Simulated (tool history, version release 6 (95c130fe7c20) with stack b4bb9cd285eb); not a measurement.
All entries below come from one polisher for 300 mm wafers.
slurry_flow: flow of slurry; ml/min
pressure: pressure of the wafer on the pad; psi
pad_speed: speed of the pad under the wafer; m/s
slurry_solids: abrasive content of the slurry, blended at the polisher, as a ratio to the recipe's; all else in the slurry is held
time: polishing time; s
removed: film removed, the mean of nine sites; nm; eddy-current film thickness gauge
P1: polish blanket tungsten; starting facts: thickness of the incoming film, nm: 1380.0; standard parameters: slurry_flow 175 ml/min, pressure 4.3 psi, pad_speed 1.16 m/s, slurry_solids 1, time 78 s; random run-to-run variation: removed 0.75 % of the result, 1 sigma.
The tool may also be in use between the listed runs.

{"run": 1, "hour": 5.6, "slurry_flow": 175, "pressure": 4.3, "pad_speed": 1.16, "slurry_solids": 1, "time": 78, "removed": 437.72}
{"hour": 7.4, "done": "slurry blender recalibrated"}
{"run": 2, "hour": 8.7, "slurry_flow": 175, "pressure": 4.3, "pad_speed": 1.16, "slurry_solids": 1, "time": 103, "removed": 576.92}
{"run": 3, "hour": 14.4, "slurry_flow": 175, "pressure": 5.4, "pad_speed": 1.16, "slurry_solids": 1, "time": 78, "removed": 551.8}
{"run": 4, "hour": 18.4, "slurry_flow": 175, "pressure": 4.3, "pad_speed": 1.16, "slurry_solids": 1, "time": 35, "removed": 194.24}
{"run": 5, "hour": 22.3, "slurry_flow": 175, "pressure": 4.3, "pad_speed": 1.16, "slurry_solids": 1, "time": 78, "removed": 435.17}
{"run": 6, "hour": 25.2, "slurry_flow": 105, "pressure": 4.3, "pad_speed": 1.16, "slurry_solids": 1, "time": 78, "removed": 397.62}
{"run": 7, "hour": 30.5, "slurry_flow": 225, "pressure": 4.3, "pad_speed": 1.16, "slurry_solids": 1, "time": 78, "removed": 450.89}
{"run": 8, "hour": 35.8, "slurry_flow": 175, "pressure": 4.3, "pad_speed": 1.16, "slurry_solids": 1, "time": 78, "removed": 434.56}
{"run": 9, "hour": 38.6, "slurry_flow": 175, "pressure": 4.3, "pad_speed": 1.16, "slurry_solids": 1, "time": 78, "removed": 428.57}
{"run": 10, "hour": 43.2, "slurry_flow": 175, "pressure": 2.2, "pad_speed": 1.16, "slurry_solids": 1, "time": 78, "removed": 220.34}
{"run": 11, "hour": 47.4, "slurry_flow": 175, "pressure": 4.3, "pad_speed": 0.8, "slurry_solids": 1, "time": 78, "removed": 299.86}
{"run": 12, "hour": 51.0, "slurry_flow": 175, "pressure": 4.3, "pad_speed": 1.76, "slurry_solids": 1, "time": 78, "removed": 659.42}
{"run": 13, "hour": 54.6, "slurry_flow": 175, "pressure": 4.3, "pad_speed": 1.16, "slurry_solids": 0.75, "time": 78, "removed": 402.45}
{"run": 14, "hour": 60.4, "slurry_flow": 175, "pressure": 4.3, "pad_speed": 1.16, "slurry_solids": 1.35, "time": 78, "removed": 461.57}
{"run": 15, "hour": 66.1, "slurry_flow": 260, "pressure": 4.3, "pad_speed": 1.16, "slurry_solids": 1, "time": 112, "removed": 645.54}
{"run": 16, "hour": 71.6, "slurry_flow": 175, "pressure": 4.3, "pad_speed": 1.16, "slurry_solids": 1, "time": 78, "removed": 437.1}
{"run": 17, "hour": 77.1, "slurry_flow": 175, "pressure": 4.3, "pad_speed": 1.16, "slurry_solids": 1, "time": 78, "removed": 417.79}
{"hour": 81.6, "done": "slurry blender recalibrated"}
{"hour": 82.1, "done": "head pressure recalibrated"}
{"run": 18, "hour": 82.5, "slurry_flow": 175, "pressure": 4.3, "pad_speed": 1.16, "slurry_solids": 1, "time": 78, "removed": 399.89}
{"run": 19, "hour": 85.3, "slurry_flow": 175, "pressure": 4.3, "pad_speed": 1.16, "slurry_solids": 1, "time": 78, "removed": 401.97}
{"hour": 87.3, "done": "slurry tank refilled with fresh slurry and peroxide"}
{"run": 20, "hour": 88.2, "slurry_flow": 175, "pressure": 4.3, "pad_speed": 1.16, "slurry_solids": 1, "time": 78, "removed": 399.04}
{"run": 21, "hour": 91.8, "slurry_flow": 175, "pressure": 4.3, "pad_speed": 1.16, "slurry_solids": 1, "time": 78, "removed": 394.74}
{"run": 22, "hour": 96.5, "slurry_flow": 175, "pressure": 4.3, "pad_speed": 1.16, "slurry_solids": 1, "time": 78, "removed": 396.56}

What P1 gives has crept off from where it sat before. The 2 causes that follow fit the log equally well, each at the size noted:
A: slurry flow missing at the pad, % = 38.8
B: removal rate lost through wear of the pad, % = 8.88
The creep began at about hour 71.6.
Ruled out, with reasons:
head's pressure below its setpoint, %: serviced after onset, at hour 82.1, with no recovery of the prior output
abrasive missing from the slurry, %: serviced after onset, at hour 81.6, with no recovery of the prior output
peroxide lost from the slurry, %: serviced after onset, at hour 87.3, with no recovery of the prior output

4 check runs are offered, one wafer each, their results left as question marks. Which one tells the causes apart?
{"run": "check 1", "hour": 101.2, "slurry_flow": 175, "pressure": 4.3, "pad_speed": 1.6, "slurry_solids": 1, "time": 78, "removed": "?"}
{"run": "check 2", "hour": 101.2, "slurry_flow": 175, "pressure": 4.3, "pad_speed": 0.8, "slurry_solids": 1, "time": 78, "removed": "?"}
{"run": "check 3", "hour": 101.2, "slurry_flow": 105, "pressure": 4.3, "pad_speed": 1.16, "slurry_solids": 1, "time": 52, "removed": "?"}
{"run": "check 4", "hour": 101.2, "slurry_flow": 175, "pressure": 4.3, "pad_speed": 1.16, "slurry_solids": 1.25, "time": 38, "removed": "?"}

What each check would give under each cause:
check=check_1 result=removed if_A=544.04 if_B=543.98
check=check_2 result=removed if_A=272.02 if_B=271.99
check=check_3 result=removed if_A=226.16 if_B=238.48
check=check_4 result=removed if_A=202.69 if_B=202.66
Distance between the nearest two causes, measured in the result of the check that separates them most: check 1 0.01 %; check 2 0.01 %; check 3 5.31 %; check 4 0.01 %
Check 3 tells the causes apart: in the others they would give nearly the same result.

Check 3 was then run and gave: removed 225.47 nm. Which cause is it?

Of the candidate causes, it is A: slurry flow missing at the pad, %.
